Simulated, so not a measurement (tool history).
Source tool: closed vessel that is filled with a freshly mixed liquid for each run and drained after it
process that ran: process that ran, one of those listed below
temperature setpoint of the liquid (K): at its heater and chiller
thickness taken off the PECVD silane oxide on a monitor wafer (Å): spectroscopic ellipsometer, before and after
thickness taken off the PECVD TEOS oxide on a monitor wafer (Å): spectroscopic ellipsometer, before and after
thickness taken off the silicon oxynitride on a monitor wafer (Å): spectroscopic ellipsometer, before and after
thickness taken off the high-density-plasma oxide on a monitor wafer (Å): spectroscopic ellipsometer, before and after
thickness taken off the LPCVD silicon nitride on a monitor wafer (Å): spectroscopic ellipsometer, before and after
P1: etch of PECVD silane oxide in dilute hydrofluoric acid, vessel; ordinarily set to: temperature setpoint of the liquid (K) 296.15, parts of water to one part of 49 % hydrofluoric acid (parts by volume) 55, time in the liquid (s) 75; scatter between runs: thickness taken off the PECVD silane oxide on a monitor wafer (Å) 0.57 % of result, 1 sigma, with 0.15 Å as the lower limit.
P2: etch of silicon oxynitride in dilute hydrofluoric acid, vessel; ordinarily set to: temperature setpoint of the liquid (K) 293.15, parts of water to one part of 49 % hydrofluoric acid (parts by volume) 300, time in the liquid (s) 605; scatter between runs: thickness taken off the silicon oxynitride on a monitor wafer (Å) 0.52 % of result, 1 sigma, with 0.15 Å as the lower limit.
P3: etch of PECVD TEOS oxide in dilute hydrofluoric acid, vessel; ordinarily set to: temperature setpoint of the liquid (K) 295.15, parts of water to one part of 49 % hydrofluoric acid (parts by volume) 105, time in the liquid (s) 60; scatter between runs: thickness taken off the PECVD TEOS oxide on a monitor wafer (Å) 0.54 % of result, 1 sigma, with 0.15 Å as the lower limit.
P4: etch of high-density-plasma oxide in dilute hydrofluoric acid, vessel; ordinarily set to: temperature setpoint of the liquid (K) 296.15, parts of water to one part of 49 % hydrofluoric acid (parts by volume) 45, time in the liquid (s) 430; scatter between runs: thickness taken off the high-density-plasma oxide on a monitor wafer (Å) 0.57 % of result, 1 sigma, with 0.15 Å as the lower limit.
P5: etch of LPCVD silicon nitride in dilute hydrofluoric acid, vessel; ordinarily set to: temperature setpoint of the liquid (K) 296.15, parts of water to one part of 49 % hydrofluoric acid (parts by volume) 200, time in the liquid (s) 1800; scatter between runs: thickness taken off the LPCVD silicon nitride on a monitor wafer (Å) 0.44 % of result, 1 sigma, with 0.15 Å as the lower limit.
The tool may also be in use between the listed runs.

run	hour	process that ran	temperature setpoint of the liquid (K)	parts of water to one part of 49 % hydrofluoric acid (parts by volume)	time in the liquid (s)	hours since the thermometer was replaced	hours since the hydrofluoric acid flow meter was replaced	thickness taken off the PECVD silane oxide on a monitor wafer (Å)	thickness taken off the PECVD TEOS oxide on a monitor wafer (Å)	thickness taken off the silicon oxynitride on a monitor wafer (Å)	thickness taken off the high-density-plasma oxide on a monitor wafer (Å)	thickness taken off the LPCVD silicon nitride on a monitor wafer (Å)
1	11.5	P1	296.15	55	75	1349.0	118.1	568.51				
2	22.0	P3	295.15	50	60	1359.5	128.6		232.03			
3	28.9	P1	292.65	20	75	1366.4	135.5	1391.60				
4	41.2	P3	301.15	105	60	1378.7	147.8		130.15			
5	47.4	P2	290.15	300	605	1384.9	154.0			53.3490		
6	56.4	P1	296.15	55	75	1393.9	163.0	564.54				
7	65.2	P1	290.15	80	75	1402.7	171.8	291.06				
8	76.4	P3	295.15	105	60	1413.9	183.0		102.37			
9	82.5	P4	296.15	45	675	1420.0	189.1				854.86	
10	89.0	P3	295.15	105	60	1426.5	195.6		103.34			
11	102.9	P4	304.15	45	430	1440.4	209.5				751.33	
12	116.8	P1	291.15	55	75	1454.3	223.4	456.69				
13	127.3	P1	296.15	25	75	1464.8	233.9	1294.20				
14	138.8	P4	296.15	45	430	1476.3	245.4				543.89	
# hour 150.0: hydrofluoric acid flow meter replaced
15	150.2	P1	296.15	55	75	1487.7	0.2	565.04				
16	158.3	P5	290.15	200	1800	1495.8	8.3					34.080
17	164.3	P1	301.65	55	75	1501.8	14.3	707.69				
18	170.6	P5	296.15	200	1800	1508.1	20.6					50.635
19	179.0	P5	296.15	40	1800	1516.5	29.0					243.830
20	185.2	P1	296.15	55	40	1522.7	35.2	299.75				
21	195.9	P1	291.15	20	75	1533.4	45.9	1317.70				
22	202.4	P1	296.15	95	75	1539.9	52.4	309.29				
23	215.9	P2	293.15	300	30	1553.4	65.9			3.1665		
24	228.1	P1	296.15	55	75	1565.6	78.1	560.03				
25	235.4	P5	296.15	200	3350	1572.9	85.4					94.893
26	246.8	P2	293.15	300	605	1584.3	96.8			60.6350		
27	255.9	P1	296.15	55	150	1593.4	105.9	1130.30				
28	264.3	P4	296.15	45	430	1601.8	114.3				538.66	
29	277.9	P1	296.15	55	75	1615.4	127.9	566.02				
30	291.7	P4	296.15	70	430	1629.2	141.7				336.44	
31	300.5	P3	295.15	105	115	1638.0	150.5		197.17			
32	311.5	P2	293.15	540	605	1649.0	161.5			29.2300		

Run 33, settings as shown, results not yet in. Your forecast:
33	319.7	P1	296.15	55	75	1657.2	169.7	?				

thickness taken off the PECVD silane oxide on a monitor wafer (Å): 564.22

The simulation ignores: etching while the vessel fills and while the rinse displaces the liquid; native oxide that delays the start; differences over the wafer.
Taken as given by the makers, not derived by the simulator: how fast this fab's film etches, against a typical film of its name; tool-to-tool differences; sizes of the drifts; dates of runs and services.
